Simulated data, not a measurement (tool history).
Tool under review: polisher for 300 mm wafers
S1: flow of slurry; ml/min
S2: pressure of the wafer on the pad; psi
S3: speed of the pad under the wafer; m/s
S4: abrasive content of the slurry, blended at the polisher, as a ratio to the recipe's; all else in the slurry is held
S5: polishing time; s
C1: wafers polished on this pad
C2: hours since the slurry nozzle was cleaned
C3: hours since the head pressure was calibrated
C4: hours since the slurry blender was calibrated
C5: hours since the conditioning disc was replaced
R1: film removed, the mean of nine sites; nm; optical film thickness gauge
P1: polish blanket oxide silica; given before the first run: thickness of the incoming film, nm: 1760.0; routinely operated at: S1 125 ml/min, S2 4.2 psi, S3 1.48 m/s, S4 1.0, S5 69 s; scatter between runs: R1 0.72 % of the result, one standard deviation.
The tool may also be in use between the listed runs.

run	day	S1	S2	S3	S4	S5	C1	C2	C3	C4	C5	R1
1	0.154	125	4.2	1.48	1.0	69	437	211.1	965.8	91.7	117.5	262.53
2	0.304	125	4.2	1.48	1.0	69	462	214.7	969.4	95.3	121.1	262.55
# day 0.417: slurry nozzle cleaned
3	0.421	125	4.2	1.48	1.0	47	483	0.1	972.2	98.1	123.9	179.00
4	0.604	125	4.2	0.76	1.0	69	514	4.5	976.6	102.5	128.3	153.53
5	0.846	125	4.2	1.48	1.0	86	556	10.3	982.4	108.3	134.1	323.04
6	0.992	125	6.6	1.48	1.0	69	581	13.8	985.9	111.8	137.6	409.15
7	1.196	125	4.2	1.48	1.3	69	616	18.7	990.8	116.7	142.5	295.29
8	1.342	125	1.9	1.48	1.0	69	641	22.2	994.3	120.2	146.0	118.64
9	1.571	125	4.2	1.48	0.5	69	681	27.7	999.8	125.7	151.5	181.30
# day 1.633: head pressure recalibrated
10	1.683	75	4.2	1.48	1.0	95	700	30.4	1.3	128.4	154.2	314.71
11	1.829	180	4.2	1.48	1.0	69	725	33.9	4.8	131.9	157.7	279.18
12	1.962	125	4.2	1.48	1.0	69	748	37.1	8.0	135.1	160.9	262.83
13	2.129	125	4.2	1.48	1.0	69	777	41.1	12.0	139.1	164.9	262.77
14	2.246	75	4.2	1.48	1.0	69	797	43.9	14.8	141.9	167.7	230.05
# day 2.362: slurry blender recalibrated
15	2.404	125	4.2	1.48	1.0	69	824	47.7	18.6	1.1	171.5	262.54
16	2.538	125	4.2	1.48	1.0	69	847	50.9	21.8	4.3	174.7	261.81
17	2.692	125	4.2	2.18	1.0	69	874	54.6	25.5	8.0	178.4	356.29
18	2.842	125	4.2	1.48	1.0	69	900	58.2	29.1	11.6	182.0	260.21
19	2.962	125	4.2	1.48	1.0	69	920	61.1	32.0	14.5	184.9	257.84
20	3.150	125	4.2	1.48	1.0	69	953	65.6	36.5	19.0	189.4	245.44
21	3.312	125	4.2	1.48	1.0	69	981	69.5	40.4	22.9	193.3	243.76
22	3.525	125	4.2	1.48	1.0	69	1017	74.6	45.5	28.0	198.4	238.51
23	3.688	125	4.2	1.48	1.0	69	1045	78.5	49.4	31.9	202.3	235.91
# day 3.804: head pressure recalibrated
24	3.883	125	4.2	1.48	1.0	69	1079	83.2	1.9	36.6	207.0	237.24
# day 3.988: conditioning disc replaced and pad reconditioned
# day 3.992: slurry blender recalibrated
25	4.050	125	4.2	1.48	1.0	69	1108	87.2	5.9	1.4	1.5	237.34
26	4.242	125	4.2	1.48	1.0	69	1141	91.8	10.5	6.0	6.1	234.88
27	4.442	125	4.2	1.48	1.0	69	1175	96.6	15.3	10.8	10.9	237.48
28	4.633	125	4.2	1.48	1.0	69	1208	101.2	19.9	15.4	15.5	233.76
29	4.850	125	4.2	1.48	1.0	69	1246	106.4	25.1	20.6	20.7	233.61

The log shows P1 creeping away from where it was. Any of the 2 causes listed here, at the size stated for it, fits the log just as well as the others:
A: slurry flow missing at the pad, % = 35.9
B: removal rate lost through wear of the pad, % = 10.6
The process output started creeping at around day 2.842.
What rules out each remaining cause:
head's pressure below its setpoint, %: work on it at day 3.804, done after the drift set in, did not restore what the process gave before
abrasive missing from the slurry, %: work on it at day 3.992, done after the drift set in, did not restore what the process gave before
time polished since the conditioner stopped cutting, s: work on it at day 3.988, done after the drift set in, did not restore what the process gave before

Question marks stand in for the results of the 4 check runs listed below, each run on one wafer. Under which run would the listed causes show clearly different results?
check 1	5.067	75	4.2	1.48	0.75	69						?
check 2	5.067	125	1.9	1.48	0.65	69						?
check 3	5.067	125	4.2	1.48	0.55	69						?
check 4	5.067	125	6.4	1.14	1.00	69						?

Outcome of each check run for each possible cause:
check	result	if A	if B
check 1	R1	167.600	177.980
check 2	R1	85.055	85.046
check 3	R1	170.590	170.570
check 4	R1	289.420	289.390
Gap, in per cent, between the two causes that each check separates least, read from the result that separates them most: check 1 6.01 %; check 2 0.01 %; check 3 0.01 %; check 4 0.01 %
Of the check runs offered, only check 1 discriminates between the causes; the rest would read about the same regardless of which cause applies.

Then check 1 was run and gave: R1 179.160 nm. Which cause is it?

It is B: removal rate lost through wear of the pad, %.
